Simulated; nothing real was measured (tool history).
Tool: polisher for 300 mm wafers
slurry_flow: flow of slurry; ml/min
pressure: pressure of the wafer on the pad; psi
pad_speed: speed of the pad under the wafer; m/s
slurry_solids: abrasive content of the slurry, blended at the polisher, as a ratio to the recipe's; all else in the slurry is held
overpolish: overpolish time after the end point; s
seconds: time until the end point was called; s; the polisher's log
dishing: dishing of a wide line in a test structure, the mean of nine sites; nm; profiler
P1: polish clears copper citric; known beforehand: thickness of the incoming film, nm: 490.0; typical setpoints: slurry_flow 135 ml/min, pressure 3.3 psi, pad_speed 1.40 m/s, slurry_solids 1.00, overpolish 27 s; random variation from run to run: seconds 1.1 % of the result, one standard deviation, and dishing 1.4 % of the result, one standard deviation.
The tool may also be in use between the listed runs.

| run | day | slurry_flow | pressure | pad_speed | slurry_solids | overpolish | wafers polished on this pad | hours since the slurry nozzle was cleaned | hours since the head pressure was calibrated | hours since the slurry blender was calibrated | seconds | dishing |
|---|---|---|---|---|---|---|---|---|---|---|---|---|
| 1 | 0.550 | 135 | 3.3 | 1.40 | 1.00 | 27 | 377 | 411.9 | 383.9 | 116.1 | 151.44 | 49.131 |
| 2 | 1.062 | 135 | 3.3 | 1.40 | 1.00 | 27 | 454 | 424.2 | 396.2 | 128.4 | 151.58 | 47.258 |
| 3 | 1.546 | 170 | 3.3 | 1.40 | 1.00 | 27 | 527 | 435.8 | 407.8 | 140.0 | 142.59 | 50.935 |
|  | 1.938 | slurry nozzle cleaned |
| 4 | 2.150 | 135 | 3.3 | 1.40 | 0.60 | 27 | 618 | 5.1 | 422.3 | 154.5 | 166.10 | 46.132 |
| 5 | 2.433 | 135 | 3.3 | 0.92 | 1.00 | 27 | 661 | 11.9 | 429.1 | 161.3 | 230.66 | 36.004 |
| 6 | 2.921 | 135 | 4.8 | 1.40 | 1.00 | 27 | 735 | 23.6 | 440.8 | 173.0 | 103.03 | 64.362 |
| 7 | 3.408 | 135 | 2.0 | 1.40 | 1.00 | 27 | 808 | 35.3 | 452.5 | 184.7 | 240.48 | 33.149 |
| 8 | 3.729 | 135 | 3.3 | 2.14 | 1.00 | 27 | 856 | 43.0 | 460.2 | 192.4 | 100.31 | 60.776 |
| 9 | 4.292 | 135 | 3.3 | 1.40 | 1.00 | 27 | 941 | 56.5 | 473.7 | 205.9 | 150.69 | 48.792 |
|  | 4.729 | head pressure recalibrated |
| 10 | 4.796 | 135 | 3.3 | 1.40 | 1.00 | 8 | 1017 | 68.6 | 1.7 | 218.0 | 150.95 | 18.355 |
| 11 | 5.208 | 135 | 3.3 | 1.40 | 1.00 | 27 | 1080 | 78.5 | 11.6 | 227.9 | 152.58 | 48.443 |
| 12 | 5.558 | 80 | 3.3 | 1.40 | 1.00 | 27 | 1132 | 86.9 | 20.0 | 236.3 | 170.37 | 45.060 |
| 13 | 6.167 | 135 | 3.3 | 1.40 | 0.75 | 8 | 1224 | 101.5 | 34.6 | 250.9 | 159.51 | 17.380 |
| 14 | 6.629 | 135 | 3.3 | 1.40 | 1.35 | 27 | 1294 | 112.6 | 45.7 | 262.0 | 142.31 | 50.760 |
| 15 | 7.167 | 135 | 3.3 | 1.40 | 1.00 | 27 | 1375 | 125.5 | 58.6 | 274.9 | 150.96 | 48.890 |
| 16 | 7.783 | 135 | 3.3 | 1.40 | 1.00 | 41 | 1468 | 140.3 | 73.4 | 289.7 | 149.04 | 61.673 |

Estimate the outcome of run 17 from the log above:
| 17 | 8.125 | 135 | 3.3 | 1.40 | 1.00 | 27 | 1519 | 148.5 | 81.6 | 297.9 | ? | ? |

For run 17 the tool returned seconds 151.56 s, dishing 49.338 nm.

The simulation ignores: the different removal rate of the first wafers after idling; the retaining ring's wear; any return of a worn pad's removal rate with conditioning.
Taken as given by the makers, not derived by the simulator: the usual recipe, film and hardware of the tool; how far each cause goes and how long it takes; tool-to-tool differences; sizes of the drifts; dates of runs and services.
